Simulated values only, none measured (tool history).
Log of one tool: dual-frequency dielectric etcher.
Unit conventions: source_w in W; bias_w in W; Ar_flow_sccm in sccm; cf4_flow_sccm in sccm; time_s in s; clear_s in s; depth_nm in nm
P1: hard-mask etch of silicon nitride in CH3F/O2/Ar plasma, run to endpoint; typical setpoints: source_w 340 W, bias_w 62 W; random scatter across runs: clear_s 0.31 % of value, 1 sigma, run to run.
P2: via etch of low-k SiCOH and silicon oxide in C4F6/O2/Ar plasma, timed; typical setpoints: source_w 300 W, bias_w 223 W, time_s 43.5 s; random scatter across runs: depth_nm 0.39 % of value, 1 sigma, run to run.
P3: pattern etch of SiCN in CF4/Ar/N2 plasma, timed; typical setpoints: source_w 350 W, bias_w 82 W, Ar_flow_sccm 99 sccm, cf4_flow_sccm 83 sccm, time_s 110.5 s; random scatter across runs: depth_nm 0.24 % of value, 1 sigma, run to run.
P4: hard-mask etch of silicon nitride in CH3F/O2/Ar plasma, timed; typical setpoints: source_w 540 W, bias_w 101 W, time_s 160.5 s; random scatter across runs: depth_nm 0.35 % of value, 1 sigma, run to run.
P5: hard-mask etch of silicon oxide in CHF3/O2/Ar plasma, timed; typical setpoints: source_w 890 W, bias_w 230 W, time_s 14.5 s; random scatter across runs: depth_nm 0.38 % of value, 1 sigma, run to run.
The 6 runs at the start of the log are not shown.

| run | day | process | source_w | bias_w | Ar_flow_sccm | cf4_flow_sccm | time_s | clear_s | depth_nm |
|---|---|---|---|---|---|---|---|---|---|
| 7 | 3.708 | P2 | 220 | 223 |  |  | 43.5 |  | 96.160 |
| 8 | 4.046 | P5 | 890 | 230 |  |  | 9.0 |  | 22.707 |
| 9 | 4.646 | P4 | 540 | 101 |  |  | 160.5 |  | 141.900 |
| 10 | 5.196 | P3 | 350 | 58 | 99 | 83 | 110.5 |  | 70.477 |
| 11 | 5.688 | P4 | 540 | 101 |  |  | 100.0 |  | 87.806 |
| 12 | 6.246 | P3 | 350 | 82 | 99 | 56 | 110.5 |  | 74.936 |
| 13 | 6.825 | P1 | 260 | 45 |  |  |  | 94.178 |  |
| 14 | 7.338 | P1 | 340 | 84 |  |  |  | 68.755 |  |
| 15 | 7.721 | P1 | 340 | 62 |  |  |  | 76.704 |  |
| 16 | 8.171 | P1 | 340 | 62 |  |  |  | 76.732 |  |
| 17 | 8.629 | P5 | 590 | 230 |  |  | 14.5 |  | 31.103 |
| 18 | 9.008 | P5 | 890 | 230 |  |  | 14.5 |  | 36.275 |
| 19 | 9.538 | P2 | 300 | 223 |  |  | 43.5 |  | 107.790 |
| 20 | 10.088 | P1 | 270 | 62 |  |  |  | 83.649 |  |
| 21 | 10.600 | P1 | 420 | 62 |  |  |  | 70.555 |  |
| 22 | 11.258 | P2 | 300 | 223 |  |  | 55.5 |  | 137.160 |
| 23 | 11.688 | P1 | 340 | 62 |  |  |  | 76.102 |  |
| 24 | 12.267 | P1 | 340 | 43 |  |  |  | 85.836 |  |
| 25 | 12.817 | P4 | 540 | 71 |  |  | 160.5 |  | 124.460 |
| 26 | 13.171 | P4 | 650 | 101 |  |  | 160.5 |  | 151.750 |
| 27 | 13.679 | P3 | 350 | 82 | 127 | 83 | 110.5 |  | 76.618 |
| 28 | 14.083 | P3 | 350 | 82 | 99 | 83 | 110.5 |  | 79.175 |

Predict the results of run 29:
| 29 | 14.446 | P3 | 350 | 82 | 99 | 83 | 110.5 |  | ? |

Run 29 yielded depth_nm 79.372 nm.

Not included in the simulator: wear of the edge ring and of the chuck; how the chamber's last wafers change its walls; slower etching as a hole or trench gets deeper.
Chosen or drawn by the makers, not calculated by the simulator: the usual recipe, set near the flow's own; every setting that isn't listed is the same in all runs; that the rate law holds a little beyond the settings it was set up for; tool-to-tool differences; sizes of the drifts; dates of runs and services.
